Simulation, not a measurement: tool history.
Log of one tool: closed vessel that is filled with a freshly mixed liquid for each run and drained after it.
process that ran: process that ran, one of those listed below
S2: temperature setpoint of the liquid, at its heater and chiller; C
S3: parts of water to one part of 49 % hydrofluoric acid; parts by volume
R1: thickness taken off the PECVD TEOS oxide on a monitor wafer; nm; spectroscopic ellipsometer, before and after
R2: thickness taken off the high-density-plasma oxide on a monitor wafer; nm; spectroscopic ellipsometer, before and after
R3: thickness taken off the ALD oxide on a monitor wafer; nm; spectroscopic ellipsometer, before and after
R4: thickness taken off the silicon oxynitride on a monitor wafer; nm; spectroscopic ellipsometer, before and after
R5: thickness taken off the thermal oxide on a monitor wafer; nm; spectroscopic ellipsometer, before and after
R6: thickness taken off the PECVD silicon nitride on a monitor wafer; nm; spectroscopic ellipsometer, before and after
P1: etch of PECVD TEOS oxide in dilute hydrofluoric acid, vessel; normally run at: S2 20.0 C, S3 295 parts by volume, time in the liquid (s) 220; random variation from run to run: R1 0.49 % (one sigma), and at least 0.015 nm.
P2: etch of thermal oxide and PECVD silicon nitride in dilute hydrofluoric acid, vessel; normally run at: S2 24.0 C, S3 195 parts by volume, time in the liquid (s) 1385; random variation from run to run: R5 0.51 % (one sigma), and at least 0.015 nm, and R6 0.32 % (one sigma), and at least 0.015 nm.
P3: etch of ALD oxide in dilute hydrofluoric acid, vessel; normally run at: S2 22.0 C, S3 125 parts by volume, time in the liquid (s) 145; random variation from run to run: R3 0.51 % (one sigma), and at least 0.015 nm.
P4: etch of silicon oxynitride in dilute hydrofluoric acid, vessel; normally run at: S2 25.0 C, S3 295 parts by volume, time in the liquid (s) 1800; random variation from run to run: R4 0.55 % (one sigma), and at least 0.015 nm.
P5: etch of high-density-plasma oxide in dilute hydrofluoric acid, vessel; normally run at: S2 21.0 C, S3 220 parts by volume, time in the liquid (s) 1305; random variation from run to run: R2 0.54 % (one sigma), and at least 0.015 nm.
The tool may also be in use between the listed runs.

Run 1, day 0.358: process that ran P1, S2 20.0 C, S3 295 parts by volume, time in the liquid (s) 220. Result: R1 7.05900 nm.
Run 2, day 0.758: process that ran P5, S2 21.0 C, S3 220 parts by volume, time in the liquid (s) 2220. Result: R2 51.696 nm.
Run 3, day 0.988: process that ran P5, S2 21.0 C, S3 220 parts by volume, time in the liquid (s) 1305. Result: R2 30.585 nm.
Run 4, day 1.200: process that ran P1, S2 20.0 C, S3 295 parts by volume, time in the liquid (s) 220. Result: R1 6.97090 nm.
Run 5, day 1.546: process that ran P5, S2 21.0 C, S3 220 parts by volume, time in the liquid (s) 1305. Result: R2 30.316 nm.
Run 6, day 1.929: process that ran P3, S2 17.0 C, S3 125 parts by volume, time in the liquid (s) 145. Result: R3 27.912 nm.
Run 7, day 2.396: process that ran P4, S2 25.0 C, S3 295 parts by volume, time in the liquid (s) 1800. Result: R4 15.6680 nm.
Run 8, day 2.846: process that ran P2, S2 24.0 C, S3 195 parts by volume, time in the liquid (s) 2620. Result: R5 55.661 nm, R6 40.519 nm.
Run 9, day 3.092: process that ran P1, S2 17.0 C, S3 295 parts by volume, time in the liquid (s) 220. Result: R1 6.32150 nm.
Run 10, day 3.400: process that ran P1, S2 20.0 C, S3 295 parts by volume, time in the liquid (s) 315. Result: R1 10.01400 nm.
Run 11, day 3.817: process that ran P1, S2 20.0 C, S3 295 parts by volume, time in the liquid (s) 30. Result: R1 0.93987 nm.
Run 12, day 4.046: process that ran P1, S2 20.0 C, S3 295 parts by volume, time in the liquid (s) 220. Result: R1 6.98490 nm.
Run 13, day 4.254: process that ran P1, S2 20.0 C, S3 425 parts by volume, time in the liquid (s) 405. Result: R1 8.05390 nm.
At day 4.496: hydrofluoric acid flow meter replaced.
Run 14, day 4.558: process that ran P2, S2 24.0 C, S3 195 parts by volume, time in the liquid (s) 1385. Result: R5 29.202 nm, R6 21.456 nm.
Run 15, day 4.908: process that ran P1, S2 20.0 C, S3 180 parts by volume, time in the liquid (s) 220. Result: R1 12.77700 nm.
Run 16, day 5.229: process that ran P1, S2 20.0 C, S3 490 parts by volume, time in the liquid (s) 220. Result: R1 3.53150 nm.
Run 17, day 5.438: process that ran P4, S2 17.0 C, S3 295 parts by volume, time in the liquid (s) 1800. Result: R4 11.0230 nm.
Run 18, day 5.842: process that ran P1, S2 26.5 C, S3 295 parts by volume, time in the liquid (s) 220. Result: R1 8.77420 nm.
At day 6.171: thermometer replaced.
Run 19, day 6.233: process that ran P4, S2 25.0 C, S3 295 parts by volume, time in the liquid (s) 885. Result: R4 7.7196 nm.
Run 20, day 6.588: process that ran P2, S2 24.0 C, S3 195 parts by volume, time in the liquid (s) 1385. Result: R5 29.380 nm, R6 21.413 nm.
Run 21, day 7.054: process that ran P5, S2 26.5 C, S3 220 parts by volume, time in the liquid (s) 1305. Result: R2 37.273 nm.
Run 22, day 7.525: process that ran P2, S2 24.0 C, S3 100 parts by volume, time in the liquid (s) 1385. Result: R5 63.859 nm, R6 41.234 nm.
Run 23, day 7.846: process that ran P3, S2 22.0 C, S3 75 parts by volume, time in the liquid (s) 145. Result: R3 60.448 nm.
Run 24, day 8.200: process that ran P4, S2 25.0 C, S3 495 parts by volume, time in the liquid (s) 1800. Result: R4 8.1691 nm.
Run 25, day 8.533: process that ran P1, S2 20.0 C, S3 295 parts by volume, time in the liquid (s) 220. Result: R1 7.04310 nm.
Run 26, day 8.762: process that ran P3, S2 22.0 C, S3 125 parts by volume, time in the liquid (s) 285. Result: R3 67.573 nm.
Run 27, day 9.050: process that ran P1, S2 20.0 C, S3 295 parts by volume, time in the liquid (s) 220. Result: R1 6.97170 nm.
Run 28, day 9.504: process that ran P1, S2 20.0 C, S3 295 parts by volume, time in the liquid (s) 220. Result: R1 7.01350 nm.
Run 29, day 9.829: process that ran P5, S2 21.0 C, S3 340 parts by volume, time in the liquid (s) 1305. Result: R2 17.687 nm.
Run 30, day 10.112: process that ran P2, S2 28.0 C, S3 195 parts by volume, time in the liquid (s) 1385. Result: R5 33.593 nm, R6 27.326 nm.
Run 31, day 10.550: process that ran P1, S2 24.0 C, S3 295 parts by volume, time in the liquid (s) 370. Result: R1 13.57900 nm.
Run 32, day 11.004: process that ran P3, S2 22.0 C, S3 125 parts by volume, time in the liquid (s) 145. Result: R3 34.373 nm.
Run 33, day 11.246: process that ran P1, S2 20.0 C, S3 295 parts by volume, time in the liquid (s) 220. Result: R1 6.95440 nm.
Run 34, day 11.483: process that ran P1, S2 20.0 C, S3 295 parts by volume, time in the liquid (s) 220. Result: R1 7.01310 nm.
Run 35, day 11.933: process that ran P1, S2 20.0 C, S3 295 parts by volume, time in the liquid (s) 220. Result: R1 7.21910 nm.
Run 36, day 12.175: process that ran P1, S2 20.0 C, S3 295 parts by volume, time in the liquid (s) 220. Result: R1 7.27020 nm.
Run 37, day 12.408: process that ran P1, S2 20.0 C, S3 295 parts by volume, time in the liquid (s) 220. Result: R1 7.30150 nm.
Run 38, day 12.796: process that ran P1, S2 20.0 C, S3 295 parts by volume, time in the liquid (s) 220. Result: R1 7.30870 nm.
Run 39, day 13.217: process that ran P1, S2 20.0 C, S3 295 parts by volume, time in the liquid (s) 220. Result: R1 7.45200 nm.
Run 40, day 13.554: process that ran P1, S2 20.0 C, S3 295 parts by volume, time in the liquid (s) 220. Result: R1 7.40070 nm.
Run 41, day 13.779: process that ran P1, S2 20.0 C, S3 295 parts by volume, time in the liquid (s) 220. Result: R1 7.43530 nm.
Run 42, day 14.242: process that ran P1, S2 20.0 C, S3 295 parts by volume, time in the liquid (s) 220. Result: R1 7.40650 nm.
Run 43, day 14.708: process that ran P1, S2 20.0 C, S3 295 parts by volume, time in the liquid (s) 220. Result: R1 7.42850 nm.

What P1 gives has crept away from where it was. These 2 causes fit the log equally well, each at the size given:
A: liquid hotter than its thermometer reads (K) = 1.7
B: hydrofluoric acid flow above the setpoint (%) = 5
The creep began at about day 11.483.

4 check runs are offered, one wafer each, their results left as question marks. Which one tells the causes apart?
Run check 1, day 15.175: process that ran P3, S2 22.0 C, S3 125 parts by volume, time in the liquid (s) 145. Result: R3 ?.
Run check 2, day 15.175: process that ran P2, S2 24.0 C, S3 195 parts by volume, time in the liquid (s) 1385. Result: R5 ?, R6 ?.
Run check 3, day 15.175: process that ran P5, S2 21.0 C, S3 220 parts by volume, time in the liquid (s) 1305. Result: R2 ?.
Run check 4, day 15.175: process that ran P4, S2 25.0 C, S3 295 parts by volume, time in the liquid (s) 1800. Result: R4 ?.

What each check would give under each cause:
  check  result     if A     if B
check 1      R3   36.550   36.137
check 2      R5   31.178   31.068
check 2      R6   23.826   22.471
check 3      R2   32.499   32.357
check 4      R4  16.8430  16.6430
How far apart the two closest causes lie, in the result that separates them most: check 1 1.14 %; check 2 5.86 %; check 3 0.44 %; check 4 1.19 %
Only check 2 tells the causes apart: in the others they would give nearly the same result.

Check 2 was then run and gave: R5 31.375 nm; R6 23.936 nm. Which cause is it?

It is A: liquid hotter than its thermometer reads (K).

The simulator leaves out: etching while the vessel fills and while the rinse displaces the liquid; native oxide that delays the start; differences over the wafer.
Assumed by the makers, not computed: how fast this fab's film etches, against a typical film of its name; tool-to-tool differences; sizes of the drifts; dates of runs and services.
